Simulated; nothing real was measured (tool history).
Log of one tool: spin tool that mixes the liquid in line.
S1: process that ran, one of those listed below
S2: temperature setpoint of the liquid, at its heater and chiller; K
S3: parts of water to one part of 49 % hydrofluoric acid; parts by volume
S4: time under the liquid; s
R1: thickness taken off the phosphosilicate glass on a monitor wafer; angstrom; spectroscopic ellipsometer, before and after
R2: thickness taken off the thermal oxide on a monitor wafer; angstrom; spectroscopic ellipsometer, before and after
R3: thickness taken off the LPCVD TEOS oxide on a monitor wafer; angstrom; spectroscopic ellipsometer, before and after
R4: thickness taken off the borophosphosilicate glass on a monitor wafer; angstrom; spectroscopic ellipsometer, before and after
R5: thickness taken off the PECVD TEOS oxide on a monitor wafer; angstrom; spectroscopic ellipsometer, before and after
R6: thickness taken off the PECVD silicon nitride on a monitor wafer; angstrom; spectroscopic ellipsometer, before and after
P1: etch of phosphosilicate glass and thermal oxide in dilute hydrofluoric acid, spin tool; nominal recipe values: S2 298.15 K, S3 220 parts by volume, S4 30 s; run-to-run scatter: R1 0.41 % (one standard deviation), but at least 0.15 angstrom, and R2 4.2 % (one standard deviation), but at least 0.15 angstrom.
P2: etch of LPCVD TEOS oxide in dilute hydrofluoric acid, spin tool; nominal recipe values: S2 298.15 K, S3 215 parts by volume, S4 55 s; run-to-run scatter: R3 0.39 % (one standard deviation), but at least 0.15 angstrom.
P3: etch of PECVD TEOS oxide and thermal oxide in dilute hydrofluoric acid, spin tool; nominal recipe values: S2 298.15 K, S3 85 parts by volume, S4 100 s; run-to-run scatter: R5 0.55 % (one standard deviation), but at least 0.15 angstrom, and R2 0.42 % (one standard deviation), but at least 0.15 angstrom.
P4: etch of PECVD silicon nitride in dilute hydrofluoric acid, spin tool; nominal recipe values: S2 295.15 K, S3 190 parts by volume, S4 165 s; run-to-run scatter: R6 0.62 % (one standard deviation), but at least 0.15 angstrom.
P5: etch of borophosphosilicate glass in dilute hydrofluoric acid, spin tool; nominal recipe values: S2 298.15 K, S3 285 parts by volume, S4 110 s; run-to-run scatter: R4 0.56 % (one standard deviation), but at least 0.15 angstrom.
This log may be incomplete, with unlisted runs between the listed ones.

| run | hour | S1 | S2 | S3 | S4 | R1 | R2 | R3 | R4 | R5 | R6 |
|---|---|---|---|---|---|---|---|---|---|---|---|
| 1 | 14.1 | P1 | 298.15 | 220 | 30 | 243.65 | 5.214 |  |  |  |  |
| 2 | 29.4 | P1 | 292.15 | 220 | 30 | 194.53 | 4.6151 |  |  |  |  |
| 3 | 37.1 | P1 | 298.15 | 220 | 30 | 243.64 | 5.066 |  |  |  |  |
| 4 | 45.9 | P2 | 298.15 | 215 | 90 |  |  | 136.31 |  |  |  |
| 5 | 55.3 | P2 | 298.15 | 305 | 55 |  |  | 53.056 |  |  |  |
| 6 | 68.9 | P5 | 298.15 | 285 | 40 |  |  |  | 55.172 |  |  |
| 7 | 85.9 | P3 | 298.15 | 50 | 100 |  | 106.19 |  |  | 261.19 |  |
| 8 | 97.8 | P1 | 298.15 | 220 | 30 | 244.81 | 5.7768 |  |  |  |  |
| 9 | 108.5 | P3 | 298.15 | 85 | 100 |  | 59.905 |  |  | 146.43 |  |
| 10 | 122.4 | P3 | 306.15 | 85 | 100 |  | 81.237 |  |  | 199.07 |  |
| 11 | 136.4 | P1 | 298.15 | 325 | 30 | 148.75 | 3.256 |  |  |  |  |
| 12 | 152.2 | P1 | 298.15 | 55 | 30 | 1197.6 | 25.263 |  |  |  |  |
| 13 | 161.8 | P4 | 290.15 | 190 | 165 |  |  |  |  |  | 30.83 |
| 14 | 177.7 | P3 | 298.15 | 85 | 100 |  | 59.832 |  |  | 146.52 |  |
| 15 | 194 | P2 | 298.15 | 215 | 55 |  |  | 82.523 |  |  |  |
| 16 | 204.1 | P4 | 295.15 | 190 | 165 |  |  |  |  |  | 42.658 |
| 17 | 217.1 | P1 | 298.15 | 220 | 15 | 122.55 | 2.5433 |  |  |  |  |
| 18 | 225.7 | P1 | 302.15 | 220 | 30 | 281.63 | 6.4537 |  |  |  |  |
| 19 | 240.6 | P3 | 298.15 | 85 | 30 |  | 17.855 |  |  | 44.661 |  |
| 20 | 255.7 | P4 | 295.15 | 190 | 30 |  |  |  |  |  | 7.6869 |
| 21 | 267.2 | P1 | 298.15 | 220 | 50 | 405.77 | 9.3236 |  |  |  |  |
| 22 | 280.7 | P4 | 295.15 | 320 | 165 |  |  |  |  |  | 25.956 |
| 23 | 294 | P5 | 298.15 | 285 | 110 |  |  |  | 152.61 |  |  |
| 24 | 309.1 | P5 | 298.15 | 285 | 110 |  |  |  | 151.66 |  |  |
|  | 313.1 | hydrofluoric acid flow meter replaced |
| 25 | 317 | P5 | 294.15 | 285 | 110 |  |  |  | 132.31 |  |  |
| 26 | 331.3 | P1 | 298.15 | 220 | 30 | 245.74 | 5.4789 |  |  |  |  |
| 27 | 346.3 | P2 | 302.15 | 215 | 55 |  |  | 95.549 |  |  |  |
| 28 | 360.2 | P5 | 298.15 | 50 | 110 |  |  |  | 1135.1 |  |  |
| 29 | 369.1 | P1 | 304.65 | 220 | 50 | 513.74 | 11.745 |  |  |  |  |
| 30 | 377.7 | P1 | 298.15 | 220 | 30 | 246.22 | 5.5783 |  |  |  |  |
| 31 | 385.9 | P1 | 298.15 | 220 | 30 | 246.98 | 5.6675 |  |  |  |  |
| 32 | 396 | P1 | 298.15 | 220 | 30 | 251.01 | 5.6154 |  |  |  |  |
| 33 | 407.2 | P1 | 298.15 | 220 | 30 | 251.99 | 5.2649 |  |  |  |  |
| 34 | 415.1 | P1 | 298.15 | 220 | 30 | 257.3 | 5.6473 |  |  |  |  |
| 35 | 428.7 | P1 | 298.15 | 220 | 30 | 257.18 | 5.4718 |  |  |  |  |
| 36 | 438.9 | P1 | 298.15 | 220 | 30 | 256.36 | 5.622 |  |  |  |  |
| 37 | 447.9 | P1 | 298.15 | 220 | 30 | 256.96 | 5.6799 |  |  |  |  |
| 38 | 464.1 | P1 | 298.15 | 220 | 30 | 257.06 | 5.8707 |  |  |  |  |
| 39 | 479.5 | P1 | 298.15 | 220 | 30 | 257.58 | 5.603 |  |  |  |  |

The output of P1 has drifted from where it used to be. Each of the 2 causes below, taken at the size shown beside it, accounts for the log equally well:
A: hydrofluoric acid flow above the setpoint (%) = 4.42
B: liquid hotter than its thermometer reads (K) = 1.5
The gradual shift began around hour 377.7.

Which of the 4 check runs listed below separates the causes, so that each cause would produce a clearly different result? Each run uses one wafer, and its results are marked with question marks.
| check 1 | 494.9 | P3 | 298.15 | 85 | 100 |  | ? |  |  | ? |  |
| check 2 | 494.9 | P4 | 295.15 | 190 | 165 |  |  |  |  |  | ? |
| check 3 | 494.9 | P5 | 298.15 | 285 | 110 |  |  |  | ? |  |  |
| check 4 | 494.9 | P2 | 298.15 | 215 | 55 |  |  | ? |  |  |  |

Expected result of each check under each candidate cause:
| check | result | if A | if B |
|---|---|---|---|
| check 1 | R2 | 62.901 | 63.613 |
| check 1 | R5 | 154.67 | 156.42 |
| check 2 | R6 | 45.021 | 47.516 |
| check 3 | R4 | 160.29 | 159.65 |
| check 4 | R3 | 87.519 | 87.579 |
Gap, in per cent, between the two causes that each check separates least, read from the result that separates them most: check 1 1.12 %; check 2 5.39 %; check 3 0.4 %; check 4 0.07 %
The other checks would show nearly matching results whichever cause is true, so check 2 is the only one that separates the causes.

Running check 2 produced the following: R6 44.751 angstrom. Which one of the listed causes fits?

It was cause A: hydrofluoric acid flow above the setpoint (%).
